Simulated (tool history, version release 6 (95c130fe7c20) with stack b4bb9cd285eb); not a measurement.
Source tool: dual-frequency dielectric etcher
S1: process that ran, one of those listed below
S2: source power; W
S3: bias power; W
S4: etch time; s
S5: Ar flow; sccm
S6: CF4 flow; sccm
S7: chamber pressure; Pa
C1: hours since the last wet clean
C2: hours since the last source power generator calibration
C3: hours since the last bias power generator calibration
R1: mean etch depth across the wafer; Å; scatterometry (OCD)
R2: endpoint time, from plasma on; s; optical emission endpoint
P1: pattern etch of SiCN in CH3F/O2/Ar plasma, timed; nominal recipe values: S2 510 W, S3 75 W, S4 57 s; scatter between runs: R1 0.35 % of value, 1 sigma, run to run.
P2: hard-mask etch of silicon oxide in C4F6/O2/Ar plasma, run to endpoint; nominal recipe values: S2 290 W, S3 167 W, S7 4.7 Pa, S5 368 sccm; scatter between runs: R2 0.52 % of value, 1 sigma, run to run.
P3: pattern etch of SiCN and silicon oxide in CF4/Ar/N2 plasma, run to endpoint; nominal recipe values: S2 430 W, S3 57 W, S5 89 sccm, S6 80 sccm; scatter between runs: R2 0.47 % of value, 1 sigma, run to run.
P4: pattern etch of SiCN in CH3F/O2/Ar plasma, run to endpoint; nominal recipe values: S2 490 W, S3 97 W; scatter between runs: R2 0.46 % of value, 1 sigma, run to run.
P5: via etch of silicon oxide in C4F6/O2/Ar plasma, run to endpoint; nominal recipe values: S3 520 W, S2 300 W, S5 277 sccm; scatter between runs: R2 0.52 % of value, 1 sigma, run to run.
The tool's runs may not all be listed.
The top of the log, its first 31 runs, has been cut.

run 32 hour=432 | S1=P1 S2=510 S3=75 S4=57 | C1=749.3 C2=1775.5 C3=176.3 | R1=244.43
run 33 hour=449.2 | S1=P1 S2=510 S3=75 S4=57 | C1=766.5 C2=1792.7 C3=193.5 | R1=241.89
run 34 hour=461.1 | S1=P1 S2=510 S3=75 S4=57 | C1=778.4 C2=1804.6 C3=205.4 | R1=241.59
run 35 hour=472.8 | S1=P1 S2=510 S3=75 S4=57 | C1=790.1 C2=1816.3 C3=217.1 | R1=241.05
run 36 hour=489.8 | S1=P1 S2=510 S3=75 S4=57 | C1=807.1 C2=1833.3 C3=234.1 | R1=241.84
-- hour=494 wet clean of the chamber
run 37 hour=500.5 | S1=P1 S2=510 S3=75 S4=57 | C1=6.6 C2=1844 C3=244.8 | R1=238.24
run 38 hour=515.2 | S1=P1 S2=510 S3=75 S4=57 | C1=21.3 C2=1858.7 C3=259.5 | R1=240.12
run 39 hour=528.9 | S1=P1 S2=510 S3=75 S4=57 | C1=35 C2=1872.4 C3=273.2 | R1=240.93

For run 40, what comes out?
run 40 hour=538.8 | S1=P1 S2=510 S3=75 S4=57 | C1=44.9 C2=1882.3 C3=283.1 | R1=?

Logged for run 40: R1 238.45 Å.

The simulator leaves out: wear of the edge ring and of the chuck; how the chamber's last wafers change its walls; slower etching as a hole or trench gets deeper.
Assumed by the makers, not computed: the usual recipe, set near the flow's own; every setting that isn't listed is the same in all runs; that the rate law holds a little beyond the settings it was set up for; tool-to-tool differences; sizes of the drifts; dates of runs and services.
